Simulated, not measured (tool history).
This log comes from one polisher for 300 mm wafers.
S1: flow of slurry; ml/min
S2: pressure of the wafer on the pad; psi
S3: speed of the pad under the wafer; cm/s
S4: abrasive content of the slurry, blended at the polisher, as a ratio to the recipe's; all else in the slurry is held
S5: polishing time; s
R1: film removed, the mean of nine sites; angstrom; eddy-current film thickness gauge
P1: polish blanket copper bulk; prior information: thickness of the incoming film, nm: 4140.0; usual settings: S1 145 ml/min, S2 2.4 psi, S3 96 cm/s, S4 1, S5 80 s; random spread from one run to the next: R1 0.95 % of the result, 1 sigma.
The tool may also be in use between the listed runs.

run,hour,S1,S2,S3,S4,S5,R1
1,4.3,145,2.4,96,1,80,5593.7
2,8,145,2.4,72,0.65,80,3917.8
3,12.4,145,2.4,96,1,80,5701.9
4,15.3,85,2.4,96,1,80,4967.4
5,17.7,145,3.7,96,1,80,8922.5
6,20.3,145,2.4,96,1,80,5726.2
7,22.3,145,2.4,96,1.4,80,6087.8
8,26.4,145,1.5,96,1,80,3540.6
9,28.5,145,2.4,96,0.55,80,4907.8
10,32.2,145,2.4,144,1,80,8483.8
11,36.3,145,2.4,96,1,80,5752.1
12,40,145,2.4,96,1,121,8549.6
13,42.5,145,2.4,96,1,58,4153.7
14,44.5,145,2.4,96,1,80,5633.5
15,47.8,225,2.4,96,1,80,6061
16,50,145,2.4,48,1,80,2820.8
17,54.1,145,2.4,96,1,80,5755.1
18,57.8,145,2.4,96,1,80,5647.4
19,60.8,145,2.4,96,1,80,5484.9
20,63.2,145,2.4,96,1,80,5355.4
21,65.4,145,2.4,96,1,80,5182.1
# hour 67: worn pad replaced by a new one
22,68,145,2.4,96,1,80,5141.3
# hour 69.2: slurry blender recalibrated
23,70.7,145,2.4,96,1,80,5158.9
24,73.7,145,2.4,96,1,80,5087.6
25,77.5,145,2.4,96,1,80,5050.6

Compared with where it was, what P1 gives has crept away. Each cause listed below fits the log as well as the rest, at the size given for it:
A: head's pressure below its setpoint, % = 10.3
B: slurry flow missing at the pad, % = 38.5
The onset of the drift is placed at about hour 57.8.
All other causes, with the reason each is excluded:
removal rate lost through wear of the pad, %: work on it at hour 67, done after the drift set in, did not restore what the process gave before
abrasive missing from the slurry, %: work on it at hour 69.2, done after the drift set in, did not restore what the process gave before

Of the 4 check runs below, each run on 5 wafers with the results averaged and each result still a question mark, which one would tell the listed causes apart?
check 1,81.3,145,2.4,142,1,80,?
check 2,81.3,145,2.4,96,1.35,106,?
check 3,81.3,105,2.4,144,1,80,?
check 4,81.3,145,2.4,96,0.55,112,?

Predicted outcomes, by check and by cause:
check,result,if A,if B
check 1,R1,7545.1,7546.4
check 2,R1,7215.8,7217.1
check 3,R1,7157.8,6909.6
check 4,R1,6311.8,6313
Separation of the two closest causes in each check, using whichever result separates them best: check 1 0.02 %; check 2 0.02 %; check 3 3.53 %; check 4 0.02 %
Check 3 distinguishes between the causes, while the remaining checks would return nearly the same result for all of them.

The results of check 3 are: R1 6898.6 angstrom. Based on these, which of the listed causes is it?

It was cause B: slurry flow missing at the pad, %.

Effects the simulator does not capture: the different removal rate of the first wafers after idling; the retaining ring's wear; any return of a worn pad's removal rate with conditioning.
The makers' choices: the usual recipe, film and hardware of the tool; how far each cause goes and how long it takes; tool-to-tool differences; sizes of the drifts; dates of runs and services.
